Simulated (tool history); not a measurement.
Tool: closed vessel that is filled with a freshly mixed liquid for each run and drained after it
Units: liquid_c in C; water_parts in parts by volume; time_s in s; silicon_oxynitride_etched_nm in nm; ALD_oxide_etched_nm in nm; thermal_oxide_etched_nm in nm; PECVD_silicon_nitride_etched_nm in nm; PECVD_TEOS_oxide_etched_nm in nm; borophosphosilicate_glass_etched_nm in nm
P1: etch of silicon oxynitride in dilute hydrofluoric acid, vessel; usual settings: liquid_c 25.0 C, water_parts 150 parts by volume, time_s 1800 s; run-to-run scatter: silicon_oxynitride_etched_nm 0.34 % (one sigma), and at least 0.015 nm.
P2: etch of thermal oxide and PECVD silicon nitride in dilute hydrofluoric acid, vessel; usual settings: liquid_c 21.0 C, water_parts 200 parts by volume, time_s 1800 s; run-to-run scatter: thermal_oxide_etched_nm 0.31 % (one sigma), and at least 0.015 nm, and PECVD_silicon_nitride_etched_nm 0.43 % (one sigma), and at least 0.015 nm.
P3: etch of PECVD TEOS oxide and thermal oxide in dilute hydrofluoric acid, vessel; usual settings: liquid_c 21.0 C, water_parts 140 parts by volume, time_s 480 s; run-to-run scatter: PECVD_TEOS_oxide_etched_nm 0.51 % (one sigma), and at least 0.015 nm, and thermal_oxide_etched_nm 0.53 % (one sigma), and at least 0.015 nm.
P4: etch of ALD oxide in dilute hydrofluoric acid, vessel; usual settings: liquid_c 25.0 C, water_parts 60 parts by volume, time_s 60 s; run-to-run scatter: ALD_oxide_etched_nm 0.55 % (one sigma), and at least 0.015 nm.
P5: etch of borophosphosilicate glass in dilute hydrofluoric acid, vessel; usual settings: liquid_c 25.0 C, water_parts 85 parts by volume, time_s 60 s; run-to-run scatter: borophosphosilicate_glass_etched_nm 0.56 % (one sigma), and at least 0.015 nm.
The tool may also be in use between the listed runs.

run	day	process	liquid_c	water_parts	time_s	silicon_oxynitride_etched_nm	ALD_oxide_etched_nm	thermal_oxide_etched_nm	PECVD_silicon_nitride_etched_nm	PECVD_TEOS_oxide_etched_nm	borophosphosilicate_glass_etched_nm
1	0.283	P1	25.0	150	1800	16.61300					
2	0.512	P1	20.0	150	1800	13.18500					
3	0.808	P1	25.0	150	1800	16.58900					
4	1.058	P4	25.0	60	30		13.884				
5	1.275	P2	21.0	320	1800			19.542	10.396		
6	1.500	P1	25.0	150	1800	16.70400					
7	1.712	P1	30.0	150	1800	20.87500					
8	1.942	P1	25.0	240	1800	9.70120					
9	2.108	P3	21.0	140	480			13.045		52.880	
10	2.404	P4	25.0	60	60		28.027				
11	2.679	P1	25.0	150	3210	29.65400					
12	2.967	P1	25.0	150	1800	16.73400					
13	3.167	P1	25.0	150	30	0.30331					
# day 3.192: hydrofluoric acid flow meter replaced
14	3.358	P4	25.0	60	60		27.718				
15	3.596	P4	25.0	20	60		87.969				
16	3.771	P5	25.0	85	30						20.514
17	4.067	P2	25.0	200	1800			40.649	21.059		
18	4.296	P3	21.0	140	480			13.101		52.599	
19	4.608	P2	21.0	200	1800			34.872	16.372		
20	4.800	P5	25.0	40	60						92.819
21	4.992	P1	25.0	150	1800	16.56900					
22	5.229	P3	21.0	75	480			26.272		105.420	
23	5.496	P5	25.0	85	60						41.244

Run 24 comes next. What will it give?
24	5.729	P5	18.5	85	60						?

Run 24 gave borophosphosilicate_glass_etched_nm 31.538 nm.

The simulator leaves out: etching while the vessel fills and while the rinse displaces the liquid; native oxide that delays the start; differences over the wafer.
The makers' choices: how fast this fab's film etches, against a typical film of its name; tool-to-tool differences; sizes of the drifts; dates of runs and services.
